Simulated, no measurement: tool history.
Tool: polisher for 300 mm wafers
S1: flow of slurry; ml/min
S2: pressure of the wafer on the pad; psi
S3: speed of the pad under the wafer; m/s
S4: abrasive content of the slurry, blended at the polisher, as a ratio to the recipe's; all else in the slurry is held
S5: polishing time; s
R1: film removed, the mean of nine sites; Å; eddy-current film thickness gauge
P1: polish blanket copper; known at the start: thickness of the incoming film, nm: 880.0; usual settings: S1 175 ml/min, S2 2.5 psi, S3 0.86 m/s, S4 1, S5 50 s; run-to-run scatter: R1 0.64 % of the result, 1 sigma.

run   hour   S1   S2    S3    S4  S5      R1
  1   10.9  175  2.5  0.86     1  50  1338.1
  2   22.9  105  2.5  0.86     1  50  1207.7
  3   36.7  175  2.5  0.86  1.45  50  1444.1
  4   47.3  175  2.5  0.38     1  50  594.94
  5   54.4  175  2.5  0.86     1  50  1349.4
  6   63.9  175  2.5  0.86     1  50  1356.2
  7     74  105  2.5  0.86     1  69  1678.3
  8   88.1  175  2.5  1.22     1  50    1890
  9  102.1  175  2.5  0.86     1  23  619.35
 10  111.7  175  1.1  0.86     1  50  587.06
 11  119.1  220  2.5  1.06     1  50  1704.8
 12  130.9  175  2.5  0.86     1  50  1337.2
     136.7  -- slurry nozzle cleaned
 13  144.9  175  3.2  0.86     1  26  897.33
 14  151.1  175  3.2  0.86     1  50  1708.5
 15  163.1  175  2.5  0.86     1  50  1340.5
 16  175.6  175  2.5  0.86     1  50    1341
 17  188.2  235  2.5  0.86     1  50  1369.4
 18  201.4  175  2.5  0.86   0.6  50    1204
 19  210.7  175  2.5  0.86     1  77  2050.7
 20  223.5  175  2.5  0.86     1  50  1339.3
 21  235.3  175  2.5  0.86     1  50  1314.1
 22    249  175  2.5  0.86     1  50  1295.4
 23  261.7  175  2.5  0.86     1  50  1271.9
     270.7  -- slurry blender recalibrated
 24  273.8  175  2.5  0.86     1  50  1264.1
 25  285.2  175  2.5  0.86     1  50  1266.1
     294.1  -- worn pad replaced by a new one
 26  294.2  175  2.5  0.86     1  50    1252
 27  302.6  175  2.5  0.86     1  50  1258.7
 28  314.5  175  2.5  0.86     1  50  1268.6
 29  323.1  175  2.5  0.86     1  50  1251.1
 30  333.3  175  2.5  0.86     1  50    1265

What P1 gives has crept away from where it was. These 2 causes fit the log equally well, each at the size given:
A: slurry flow missing at the pad, % = 31.1
B: head's pressure below its setpoint, % = 6.49
The creep began at about hour 223.5.
Why every other cause is out:
removal rate lost through wear of the pad, %: serviced at hour 294.1, which brought nothing back
abrasive missing from the slurry, %: serviced at hour 270.7, which brought nothing back

4 check runs are offered, each on 2 wafers whose results are averaged, their results left as question marks. Which one tells the causes apart?
check 1  343.5  175  2.5  0.46     1  50   ?
check 2  343.5  105  2.5  0.86     1  50   ?
check 3  343.5  175  1.5  0.86     1  74   ?
check 4  343.5  175  2.5   1.1  1.45  50   ?

What each check would give under each cause:
  check  result    if A    if B
check 1      R1  670.39  670.39
check 2      R1  1092.8  1135.9
check 3      R1    1113    1113
check 4      R1    1739    1739
How far apart the two closest causes lie, in the result that separates them most: check 1 0 %; check 2 3.87 %; check 3 0 %; check 4 0 %
Only check 2 tells the causes apart: in the others they would give nearly the same result.

Check 2 was then run and gave: R1 1137.2 Å. Which cause is it?

It is B: head's pressure below its setpoint, %.

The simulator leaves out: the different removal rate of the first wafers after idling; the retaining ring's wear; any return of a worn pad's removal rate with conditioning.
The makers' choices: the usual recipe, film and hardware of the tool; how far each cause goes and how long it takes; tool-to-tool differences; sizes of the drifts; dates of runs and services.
